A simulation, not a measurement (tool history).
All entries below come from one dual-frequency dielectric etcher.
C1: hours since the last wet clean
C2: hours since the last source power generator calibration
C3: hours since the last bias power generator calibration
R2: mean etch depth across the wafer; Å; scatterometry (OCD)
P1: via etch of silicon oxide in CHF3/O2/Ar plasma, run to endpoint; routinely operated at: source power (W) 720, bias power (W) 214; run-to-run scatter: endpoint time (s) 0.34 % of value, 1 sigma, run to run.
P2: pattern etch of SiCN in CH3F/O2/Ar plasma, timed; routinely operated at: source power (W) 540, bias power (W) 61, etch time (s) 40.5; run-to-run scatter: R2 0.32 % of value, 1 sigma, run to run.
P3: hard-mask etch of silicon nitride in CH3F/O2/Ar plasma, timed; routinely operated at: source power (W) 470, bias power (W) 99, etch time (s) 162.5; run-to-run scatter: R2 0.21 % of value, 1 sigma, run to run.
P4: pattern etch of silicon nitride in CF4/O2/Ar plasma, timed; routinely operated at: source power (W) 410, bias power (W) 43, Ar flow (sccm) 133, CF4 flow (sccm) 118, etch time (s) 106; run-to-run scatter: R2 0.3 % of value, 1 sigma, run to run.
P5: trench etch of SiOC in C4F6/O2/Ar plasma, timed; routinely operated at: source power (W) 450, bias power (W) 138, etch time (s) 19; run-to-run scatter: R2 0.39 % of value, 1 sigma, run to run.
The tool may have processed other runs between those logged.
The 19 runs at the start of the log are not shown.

Run 20, day 9.467: process that ran P1, source power (W) 720, bias power (W) 214; C1 543.4; C2 1857.2; C3 1546.4. Result: endpoint time (s) 302.83.
Run 21, day 10.062: process that ran P1, source power (W) 720, bias power (W) 137; C1 557.7; C2 1871.5; C3 1560.7. Result: endpoint time (s) 349.56.
Run 22, day 10.596: process that ran P1, source power (W) 720, bias power (W) 214; C1 570.5; C2 1884.3; C3 1573.5. Result: endpoint time (s) 302.
Run 23, day 10.908: process that ran P1, source power (W) 490, bias power (W) 273; C1 578; C2 1891.8; C3 1581. Result: endpoint time (s) 320.04.
Run 24, day 11.508: process that ran P4, source power (W) 410, bias power (W) 43, etch time (s) 106, Ar flow (sccm) 133, CF4 flow (sccm) 118; C1 592.4; C2 1906.2; C3 1595.4. Result: R2 1545.8 Å.
Run 25, day 11.804: process that ran P4, source power (W) 410, bias power (W) 43, etch time (s) 106, Ar flow (sccm) 133, CF4 flow (sccm) 118; C1 599.5; C2 1913.3; C3 1602.5. Result: R2 1541.9 Å.
Run 26, day 12.358: process that ran P1, source power (W) 550, bias power (W) 260; C1 612.8; C2 1926.6; C3 1615.8. Result: endpoint time (s) 312.49.
Run 27, day 12.8: process that ran P2, source power (W) 540, bias power (W) 61, etch time (s) 40.5; C1 623.4; C2 1937.2; C3 1626.4. Result: R2 159.16 Å.
Run 28, day 13.088: process that ran P4, source power (W) 410, bias power (W) 43, etch time (s) 106, Ar flow (sccm) 133, CF4 flow (sccm) 89; C1 630.3; C2 1944.1; C3 1633.3. Result: R2 1487.5 Å.
Run 29, day 13.458: process that ran P2, source power (W) 720, bias power (W) 61, etch time (s) 40.5; C1 639.2; C2 1953; C3 1642.2. Result: R2 177.67 Å.
Run 30, day 13.967: process that ran P5, source power (W) 450, bias power (W) 138, etch time (s) 19; C1 651.4; C2 1965.2; C3 1654.4. Result: R2 366.6 Å.
Run 31, day 14.342: process that ran P5, source power (W) 590, bias power (W) 138, etch time (s) 19; C1 660.4; C2 1974.2; C3 1663.4. Result: R2 408.78 Å.
Run 32, day 14.921: process that ran P4, source power (W) 410, bias power (W) 43, etch time (s) 150, Ar flow (sccm) 133, CF4 flow (sccm) 118; C1 674.3; C2 1988.1; C3 1677.3. Result: R2 2199.2 Å.
Run 33, day 15.296: process that ran P1, source power (W) 720, bias power (W) 214; C1 683.3; C2 1997.1; C3 1686.3. Result: endpoint time (s) 301.03.
Run 34, day 15.829: process that ran P1, source power (W) 720, bias power (W) 214; C1 696.1; C2 2009.9; C3 1699.1. Result: endpoint time (s) 305.12.
Run 35, day 16.15: process that ran P1, source power (W) 720, bias power (W) 214; C1 703.8; C2 2017.6; C3 1706.8. Result: endpoint time (s) 305.84.
Run 36, day 16.525: process that ran P1, source power (W) 720, bias power (W) 214; C1 712.8; C2 2026.6; C3 1715.8. Result: endpoint time (s) 306.16.
Run 37, day 16.812: process that ran P1, source power (W) 720, bias power (W) 214; C1 719.7; C2 2033.5; C3 1722.7. Result: endpoint time (s) 308.05.
Run 38, day 17.183: process that ran P1, source power (W) 720, bias power (W) 214; C1 728.6; C2 2042.4; C3 1731.6. Result: endpoint time (s) 307.62.

What does the tool deliver on the next run?
At day 17.279: wet clean of the chamber.
Run 39, day 17.792: process that ran P1, source power (W) 720, bias power (W) 214; C1 12.4; C2 2057; C3 1746.2. Result: endpoint time (s) ?.

Run 39 came out at endpoint time (s) 307.11.
